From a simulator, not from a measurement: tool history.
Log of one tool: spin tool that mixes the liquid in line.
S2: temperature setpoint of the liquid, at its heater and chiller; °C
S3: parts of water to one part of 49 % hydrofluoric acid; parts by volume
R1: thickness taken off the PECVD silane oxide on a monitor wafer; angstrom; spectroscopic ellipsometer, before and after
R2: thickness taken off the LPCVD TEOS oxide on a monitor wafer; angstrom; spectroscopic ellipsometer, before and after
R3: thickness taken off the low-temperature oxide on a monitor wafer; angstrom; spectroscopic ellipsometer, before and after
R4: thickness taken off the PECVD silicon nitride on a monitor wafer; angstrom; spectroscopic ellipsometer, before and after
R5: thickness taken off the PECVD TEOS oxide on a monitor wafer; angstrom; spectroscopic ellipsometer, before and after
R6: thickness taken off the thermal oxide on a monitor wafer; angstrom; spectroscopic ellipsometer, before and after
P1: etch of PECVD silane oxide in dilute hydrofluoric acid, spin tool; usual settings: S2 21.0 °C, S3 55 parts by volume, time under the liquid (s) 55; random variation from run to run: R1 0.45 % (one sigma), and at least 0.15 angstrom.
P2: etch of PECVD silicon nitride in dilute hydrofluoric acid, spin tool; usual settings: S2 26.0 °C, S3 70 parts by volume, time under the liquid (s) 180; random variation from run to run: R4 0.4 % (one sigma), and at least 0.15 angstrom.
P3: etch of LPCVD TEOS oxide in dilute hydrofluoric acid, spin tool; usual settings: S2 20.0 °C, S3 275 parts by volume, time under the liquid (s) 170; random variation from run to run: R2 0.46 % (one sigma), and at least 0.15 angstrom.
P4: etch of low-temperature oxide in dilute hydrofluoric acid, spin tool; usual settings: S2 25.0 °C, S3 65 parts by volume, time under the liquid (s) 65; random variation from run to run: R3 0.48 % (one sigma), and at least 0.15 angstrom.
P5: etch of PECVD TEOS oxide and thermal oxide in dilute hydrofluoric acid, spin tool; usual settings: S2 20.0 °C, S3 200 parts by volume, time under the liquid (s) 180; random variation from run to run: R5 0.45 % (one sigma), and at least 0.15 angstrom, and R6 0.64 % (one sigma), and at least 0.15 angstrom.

{"run": 1, "hour": 3.8, "process that ran": "P1", "S2": 21.0, "S3": 55, "time under the liquid (s)": 55, "R1": 157.83}
{"run": 2, "hour": 10.7, "process that ran": "P3", "S2": 20.0, "S3": 275, "time under the liquid (s)": 170, "R2": 232.05}
{"run": 3, "hour": 13.8, "process that ran": "P4", "S2": 25.0, "S3": 65, "time under the liquid (s)": 15, "R3": 87.311}
{"run": 4, "hour": 17.1, "process that ran": "P3", "S2": 20.0, "S3": 50, "time under the liquid (s)": 170, "R2": 1617.2}
{"run": 5, "hour": 20.9, "process that ran": "P2", "S2": 26.0, "S3": 70, "time under the liquid (s)": 180, "R4": 60.142}
{"run": 6, "hour": 25.4, "process that ran": "P2", "S2": 34.0, "S3": 70, "time under the liquid (s)": 180, "R4": 100.1}
{"run": 7, "hour": 30.1, "process that ran": "P5", "S2": 20.0, "S3": 200, "time under the liquid (s)": 350, "R5": 241.89, "R6": 64.761}
{"run": 8, "hour": 33.8, "process that ran": "P1", "S2": 21.0, "S3": 25, "time under the liquid (s)": 55, "R1": 362.79}
{"run": 9, "hour": 38.4, "process that ran": "P1", "S2": 25.0, "S3": 55, "time under the liquid (s)": 90, "R1": 306.66}
{"run": 10, "hour": 43.7, "process that ran": "P3", "S2": 27.5, "S3": 275, "time under the liquid (s)": 170, "R2": 302.55}
{"run": 11, "hour": 50.6, "process that ran": "P1", "S2": 21.0, "S3": 55, "time under the liquid (s)": 55, "R1": 158.02}
{"run": 12, "hour": 54.5, "process that ran": "P1", "S2": 21.0, "S3": 55, "time under the liquid (s)": 85, "R1": 247.11}
{"run": 13, "hour": 60.3, "process that ran": "P1", "S2": 28.0, "S3": 55, "time under the liquid (s)": 55, "R1": 212.11}
{"run": 14, "hour": 63.7, "process that ran": "P1", "S2": 21.0, "S3": 55, "time under the liquid (s)": 55, "R1": 158.85}
{"run": 15, "hour": 70.2, "process that ran": "P2", "S2": 26.0, "S3": 70, "time under the liquid (s)": 20, "R4": 6.7327}
{"run": 16, "hour": 75.8, "process that ran": "P5", "S2": 20.0, "S3": 200, "time under the liquid (s)": 180, "R5": 125.34, "R6": 33.077}
{"run": 17, "hour": 80.3, "process that ran": "P3", "S2": 20.0, "S3": 275, "time under the liquid (s)": 255, "R2": 347.4}
{"run": 18, "hour": 86.8, "process that ran": "P1", "S2": 21.0, "S3": 85, "time under the liquid (s)": 55, "R1": 99.976}
{"run": 19, "hour": 92.6, "process that ran": "P5", "S2": 20.0, "S3": 105, "time under the liquid (s)": 180, "R5": 261.07, "R6": 68.511}
{"run": 20, "hour": 99.3, "process that ran": "P1", "S2": 17.0, "S3": 55, "time under the liquid (s)": 55, "R1": 134.61}
{"run": 21, "hour": 103.4, "process that ran": "P1", "S2": 21.0, "S3": 55, "time under the liquid (s)": 55, "R1": 158.99}
{"run": 22, "hour": 106.5, "process that ran": "P4", "S2": 18.5, "S3": 65, "time under the liquid (s)": 65, "R3": 287.6}
{"run": 23, "hour": 112.3, "process that ran": "P1", "S2": 21.0, "S3": 55, "time under the liquid (s)": 15, "R1": 43.105}
{"run": 24, "hour": 117.5, "process that ran": "P1", "S2": 21.0, "S3": 55, "time under the liquid (s)": 55, "R1": 158.42}
{"run": 25, "hour": 123.3, "process that ran": "P2", "S2": 26.0, "S3": 70, "time under the liquid (s)": 180, "R4": 60.689}
{"run": 26, "hour": 126.8, "process that ran": "P2", "S2": 26.0, "S3": 45, "time under the liquid (s)": 180, "R4": 93.762}
{"run": 27, "hour": 131.5, "process that ran": "P3", "S2": 20.0, "S3": 275, "time under the liquid (s)": 170, "R2": 231.05}
{"hour": 134.0, "done": "hydrofluoric acid flow meter replaced"}
{"run": 28, "hour": 138.1, "process that ran": "P4", "S2": 25.0, "S3": 65, "time under the liquid (s)": 65, "R3": 376.59}
{"run": 29, "hour": 143.0, "process that ran": "P5", "S2": 24.5, "S3": 200, "time under the liquid (s)": 180, "R5": 147.43, "R6": 38.953}
{"run": 30, "hour": 147.4, "process that ran": "P5", "S2": 20.0, "S3": 200, "time under the liquid (s)": 180, "R5": 124.2, "R6": 33.345}
{"run": 31, "hour": 150.6, "process that ran": "P4", "S2": 25.0, "S3": 25, "time under the liquid (s)": 65, "R3": 1035.0}
{"run": 32, "hour": 155.9, "process that ran": "P1", "S2": 21.0, "S3": 55, "time under the liquid (s)": 55, "R1": 158.76}
{"run": 33, "hour": 160.6, "process that ran": "P1", "S2": 21.0, "S3": 55, "time under the liquid (s)": 55, "R1": 158.97}
{"run": 34, "hour": 167.6, "process that ran": "P1", "S2": 21.0, "S3": 55, "time under the liquid (s)": 55, "R1": 152.22}
{"run": 35, "hour": 172.0, "process that ran": "P1", "S2": 21.0, "S3": 55, "time under the liquid (s)": 55, "R1": 151.08}
{"run": 36, "hour": 175.4, "process that ran": "P1", "S2": 21.0, "S3": 55, "time under the liquid (s)": 55, "R1": 150.08}
{"run": 37, "hour": 179.0, "process that ran": "P1", "S2": 21.0, "S3": 55, "time under the liquid (s)": 55, "R1": 149.22}
{"run": 38, "hour": 184.3, "process that ran": "P1", "S2": 21.0, "S3": 55, "time under the liquid (s)": 55, "R1": 148.29}
{"run": 39, "hour": 189.6, "process that ran": "P1", "S2": 21.0, "S3": 55, "time under the liquid (s)": 55, "R1": 147.93}
{"run": 40, "hour": 193.9, "process that ran": "P1", "S2": 21.0, "S3": 55, "time under the liquid (s)": 55, "R1": 149.22}
{"run": 41, "hour": 197.9, "process that ran": "P1", "S2": 21.0, "S3": 55, "time under the liquid (s)": 55, "R1": 147.43}
{"run": 42, "hour": 201.3, "process that ran": "P1", "S2": 21.0, "S3": 55, "time under the liquid (s)": 55, "R1": 148.11}

What P1 gives has crept away from where it was. These 2 causes fit the log equally well, each at the size given:
A: hydrofluoric acid flow below the setpoint (%) = 6.36
B: liquid colder than its thermometer reads (K) = 1.67
The creep began at about hour 160.6.

4 check runs are offered, each on 2 wafers whose results are averaged, their results left as question marks. Which one tells the causes apart?
{"run": "check 1", "hour": 204.7, "process that ran": "P3", "S2": 20.0, "S3": 55, "time under the liquid (s)": 235, "R2": "?"}
{"run": "check 2", "hour": 204.7, "process that ran": "P2", "S2": 29.5, "S3": 70, "time under the liquid (s)": 55, "R4": "?"}
{"run": "check 3", "hour": 204.7, "process that ran": "P4", "S2": 20.0, "S3": 35, "time under the liquid (s)": 65, "R3": "?"}
{"run": "check 4", "hour": 204.7, "process that ran": "P5", "S2": 20.0, "S3": 110, "time under the liquid (s)": 275, "R5": "?", "R6": "?"}

What each check would give under each cause:
check=check_1 result=R2 if_A=1874.40 if_B=1872.70
check=check_2 result=R4 if_A=21.7460 if_B=20.8480
check=check_3 result=R3 if_A=551.570 if_B=549.650
check=check_4 result=R5 if_A=351.95 if_B=353.78
check=check_4 result=R6 if_A=92.831 if_B=93.315
How far apart the two closest causes lie, in the result that separates them most: check 1 0.09 %; check 2 4.21 %; check 3 0.35 %; check 4 0.52 %
Check 2 tells the causes apart: in the others they would give nearly the same result.

Then check 2 was run and gave: R4 21.7800 angstrom. Which cause is it?

It is A: hydrofluoric acid flow below the setpoint (%).

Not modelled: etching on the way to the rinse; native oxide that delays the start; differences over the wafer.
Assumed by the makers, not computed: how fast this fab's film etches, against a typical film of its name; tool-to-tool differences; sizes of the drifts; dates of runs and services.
